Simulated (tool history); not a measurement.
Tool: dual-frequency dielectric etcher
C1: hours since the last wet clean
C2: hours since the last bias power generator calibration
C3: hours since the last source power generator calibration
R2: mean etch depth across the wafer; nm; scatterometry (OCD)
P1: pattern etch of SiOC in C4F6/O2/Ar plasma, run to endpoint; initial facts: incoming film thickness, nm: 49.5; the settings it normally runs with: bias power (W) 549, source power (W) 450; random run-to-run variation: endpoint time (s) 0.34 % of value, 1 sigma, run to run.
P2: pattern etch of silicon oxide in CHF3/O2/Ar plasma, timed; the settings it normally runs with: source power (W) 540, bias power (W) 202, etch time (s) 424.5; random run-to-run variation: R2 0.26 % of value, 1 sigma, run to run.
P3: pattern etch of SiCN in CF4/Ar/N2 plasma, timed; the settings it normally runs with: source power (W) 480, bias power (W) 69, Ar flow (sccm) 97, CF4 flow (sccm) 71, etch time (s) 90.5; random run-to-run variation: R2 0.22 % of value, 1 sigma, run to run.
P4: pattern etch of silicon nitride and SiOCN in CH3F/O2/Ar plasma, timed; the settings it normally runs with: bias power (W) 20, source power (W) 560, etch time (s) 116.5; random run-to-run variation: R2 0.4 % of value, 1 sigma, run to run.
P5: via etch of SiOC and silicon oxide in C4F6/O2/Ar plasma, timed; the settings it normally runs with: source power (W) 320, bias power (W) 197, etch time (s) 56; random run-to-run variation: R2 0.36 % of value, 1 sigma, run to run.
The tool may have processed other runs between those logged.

run 1 hour=16.7 | process_that_ran=P1 bias_power_(W)=549 source_power_(W)=450 | C1=70.7 C2=356.4 C3=547.3 | endpoint_time_(s)=15.57
run 2 hour=34.3 | process_that_ran=P1 bias_power_(W)=408 source_power_(W)=540 | C1=88.3 C2=374 C3=564.9 | endpoint_time_(s)=16.278
run 3 hour=48 | process_that_ran=P3 bias_power_(W)=69 source_power_(W)=480 Ar_flow_(sccm)=97 CF4_flow_(sccm)=97 etch_time_(s)=90.5 | C1=102 C2=387.7 C3=578.6 | R2=84.982
run 4 hour=66.6 | process_that_ran=P1 bias_power_(W)=549 source_power_(W)=310 | C1=120.6 C2=406.3 C3=597.2 | endpoint_time_(s)=17.992
run 5 hour=76.1 | process_that_ran=P2 bias_power_(W)=202 source_power_(W)=540 etch_time_(s)=525.5 | C1=130.1 C2=415.8 C3=606.7 | R2=1055.9
run 6 hour=85 | process_that_ran=P3 bias_power_(W)=69 source_power_(W)=480 Ar_flow_(sccm)=97 CF4_flow_(sccm)=71 etch_time_(s)=56.5 | C1=139 C2=424.7 C3=615.6 | R2=50.405
run 7 hour=101.2 | process_that_ran=P5 bias_power_(W)=244 source_power_(W)=320 etch_time_(s)=56 | C1=155.2 C2=440.9 C3=631.8 | R2=63.874
run 8 hour=112.3 | process_that_ran=P2 bias_power_(W)=202 source_power_(W)=310 etch_time_(s)=424.5 | C1=166.3 C2=452 C3=642.9 | R2=696.98
run 9 hour=120.7 | process_that_ran=P4 bias_power_(W)=20 source_power_(W)=560 etch_time_(s)=116.5 | C1=174.7 C2=460.4 C3=651.3 | R2=17.367
run 10 hour=135.3 | process_that_ran=P5 bias_power_(W)=197 source_power_(W)=320 etch_time_(s)=56 | C1=189.3 C2=475 C3=665.9 | R2=59.264
run 11 hour=147.3 | process_that_ran=P1 bias_power_(W)=372 source_power_(W)=450 | C1=201.3 C2=487 C3=677.9 | endpoint_time_(s)=18.054
run 12 hour=162.8 | process_that_ran=P5 bias_power_(W)=197 source_power_(W)=320 etch_time_(s)=56 | C1=216.8 C2=502.5 C3=693.4 | R2=59.083
run 13 hour=180 | process_that_ran=P2 bias_power_(W)=202 source_power_(W)=540 etch_time_(s)=424.5 | C1=234 C2=519.7 C3=710.6 | R2=852.76
run 14 hour=188.7 | process_that_ran=P1 bias_power_(W)=549 source_power_(W)=450 | C1=242.7 C2=528.4 C3=719.3 | endpoint_time_(s)=15.603
run 15 hour=205.7 | process_that_ran=P3 bias_power_(W)=69 source_power_(W)=480 Ar_flow_(sccm)=97 CF4_flow_(sccm)=71 etch_time_(s)=90.5 | C1=259.7 C2=545.4 C3=736.3 | R2=80.967
run 16 hour=219.4 | process_that_ran=P5 bias_power_(W)=197 source_power_(W)=240 etch_time_(s)=56 | C1=273.4 C2=559.1 C3=750 | R2=53.193
run 17 hour=238 | process_that_ran=P1 bias_power_(W)=691 source_power_(W)=450 | C1=292 C2=577.7 C3=768.6 | endpoint_time_(s)=14.207
run 18 hour=247.4 | process_that_ran=P3 bias_power_(W)=69 source_power_(W)=480 Ar_flow_(sccm)=68 CF4_flow_(sccm)=71 etch_time_(s)=90.5 | C1=301.4 C2=587.1 C3=778 | R2=85.567
run 19 hour=256.1 | process_that_ran=P1 bias_power_(W)=549 source_power_(W)=450 | C1=310.1 C2=595.8 C3=786.7 | endpoint_time_(s)=15.681
run 20 hour=267.8 | process_that_ran=P1 bias_power_(W)=549 source_power_(W)=450 | C1=321.8 C2=607.5 C3=798.4 | endpoint_time_(s)=15.636
run 21 hour=284.2 | process_that_ran=P3 bias_power_(W)=51 source_power_(W)=480 Ar_flow_(sccm)=97 CF4_flow_(sccm)=71 etch_time_(s)=90.5 | C1=338.2 C2=623.9 C3=814.8 | R2=73.059
run 22 hour=292.8 | process_that_ran=P4 bias_power_(W)=14 source_power_(W)=560 etch_time_(s)=116.5 | C1=346.8 C2=632.5 C3=823.4 | R2=14.866
run 23 hour=310.4 | process_that_ran=P4 bias_power_(W)=20 source_power_(W)=560 etch_time_(s)=64 | C1=364.4 C2=650.1 C3=841 | R2=9.4801
run 24 hour=320.4 | process_that_ran=P1 bias_power_(W)=549 source_power_(W)=560 | C1=374.4 C2=660.1 C3=851 | endpoint_time_(s)=14.412
-- hour=320.5 source power generator calibrated
run 25 hour=335.9 | process_that_ran=P1 bias_power_(W)=549 source_power_(W)=450 | C1=389.9 C2=675.6 C3=15.4 | endpoint_time_(s)=15.635
run 26 hour=350.7 | process_that_ran=P4 bias_power_(W)=20 source_power_(W)=350 etch_time_(s)=116.5 | C1=404.7 C2=690.4 C3=30.2 | R2=14.572
run 27 hour=360.4 | process_that_ran=P3 bias_power_(W)=69 source_power_(W)=310 Ar_flow_(sccm)=97 CF4_flow_(sccm)=71 etch_time_(s)=90.5 | C1=414.4 C2=700.1 C3=39.9 | R2=55.112
run 28 hour=378.8 | process_that_ran=P5 bias_power_(W)=197 source_power_(W)=320 etch_time_(s)=76 | C1=432.8 C2=718.5 C3=58.3 | R2=80.751
run 29 hour=393.7 | process_that_ran=P1 bias_power_(W)=665 source_power_(W)=600 | C1=447.7 C2=733.4 C3=73.2 | endpoint_time_(s)=13.062
run 30 hour=405.6 | process_that_ran=P1 bias_power_(W)=549 source_power_(W)=450 | C1=459.6 C2=745.3 C3=85.1 | endpoint_time_(s)=15.581
run 31 hour=417.7 | process_that_ran=P2 bias_power_(W)=247 source_power_(W)=540 etch_time_(s)=424.5 | C1=471.7 C2=757.4 C3=97.2 | R2=918.62
run 32 hour=427.1 | process_that_ran=P3 bias_power_(W)=69 source_power_(W)=480 Ar_flow_(sccm)=97 CF4_flow_(sccm)=71 etch_time_(s)=90.5 | C1=481.1 C2=766.8 C3=106.6 | R2=80.788
run 33 hour=440.8 | process_that_ran=P1 bias_power_(W)=549 source_power_(W)=450 | C1=494.8 C2=780.5 C3=120.3 | endpoint_time_(s)=15.598
run 34 hour=460.1 | process_that_ran=P1 bias_power_(W)=549 source_power_(W)=450 | C1=514.1 C2=799.8 C3=139.6 | endpoint_time_(s)=15.734
run 35 hour=479 | process_that_ran=P1 bias_power_(W)=549 source_power_(W)=450 | C1=533 C2=818.7 C3=158.5 | endpoint_time_(s)=15.76
run 36 hour=490.6 | process_that_ran=P1 bias_power_(W)=549 source_power_(W)=450 | C1=544.6 C2=830.3 C3=170.1 | endpoint_time_(s)=15.914
run 37 hour=509.8 | process_that_ran=P1 bias_power_(W)=549 source_power_(W)=450 | C1=563.8 C2=849.5 C3=189.3 | endpoint_time_(s)=15.823
-- hour=512.6 wet clean of the chamber
run 38 hour=527.4 | process_that_ran=P1 bias_power_(W)=549 source_power_(W)=450 | C1=14.8 C2=867.1 C3=206.9 | endpoint_time_(s)=15.834
run 39 hour=539 | process_that_ran=P1 bias_power_(W)=549 source_power_(W)=450 | C1=26.4 C2=878.7 C3=218.5 | endpoint_time_(s)=15.809
run 40 hour=554.9 | process_that_ran=P1 bias_power_(W)=549 source_power_(W)=450 | C1=42.3 C2=894.6 C3=234.4 | endpoint_time_(s)=15.867
run 41 hour=568 | process_that_ran=P1 bias_power_(W)=549 source_power_(W)=450 | C1=55.4 C2=907.7 C3=247.5 | endpoint_time_(s)=15.816

The output of P1 has drifted from where it used to be. Each of the 2 causes below, taken at the size shown beside it, accounts for the log equally well:
A: source power that arrives under what is set, % = 4.48
B: bias power that arrives under what is set, % = 4.4
At approximately hour 440.8, the process output began to creep.
Every other cause this tool's parts could produce, and why it does not fit the log:
chamber walls in a state that lowers the etch rate, %: serviced after onset, at hour 512.6, with no recovery of the prior output

4 check runs are offered, one wafer each, their results left as question marks. Which one tells the causes apart?
run check 1 hour=581.1 | process_that_ran=P4 bias_power_(W)=20 source_power_(W)=560 etch_time_(s)=116.5 | R2=?
run check 2 hour=581.1 | process_that_ran=P2 bias_power_(W)=202 source_power_(W)=540 etch_time_(s)=424.5 | R2=?
run check 3 hour=581.1 | process_that_ran=P5 bias_power_(W)=197 source_power_(W)=320 etch_time_(s)=56 | R2=?
run check 4 hour=581.1 | process_that_ran=P3 bias_power_(W)=69 source_power_(W)=480 Ar_flow_(sccm)=97 CF4_flow_(sccm)=71 etch_time_(s)=90.5 | R2=?

Check results expected under each cause:
check=check_1 result=R2 if_A=16.948 if_B=16.901
check=check_2 result=R2 if_A=840.63 if_B=842.19
check=check_3 result=R2 if_A=58.366 if_B=58.521
check=check_4 result=R2 if_A=77.694 if_B=79.673
Per check, the gap between the least separated pair of causes, taken in the result that splits them most: check 1 0.28 %; check 2 0.19 %; check 3 0.27 %; check 4 2.51 %
The other checks would show nearly matching results whichever cause is true, so check 4 is the only one that separates the causes.

The results of check 4 are: R2 79.647 nm. Based on these, which of the listed causes is it?

B is the cause: bias power that arrives under what is set, %.
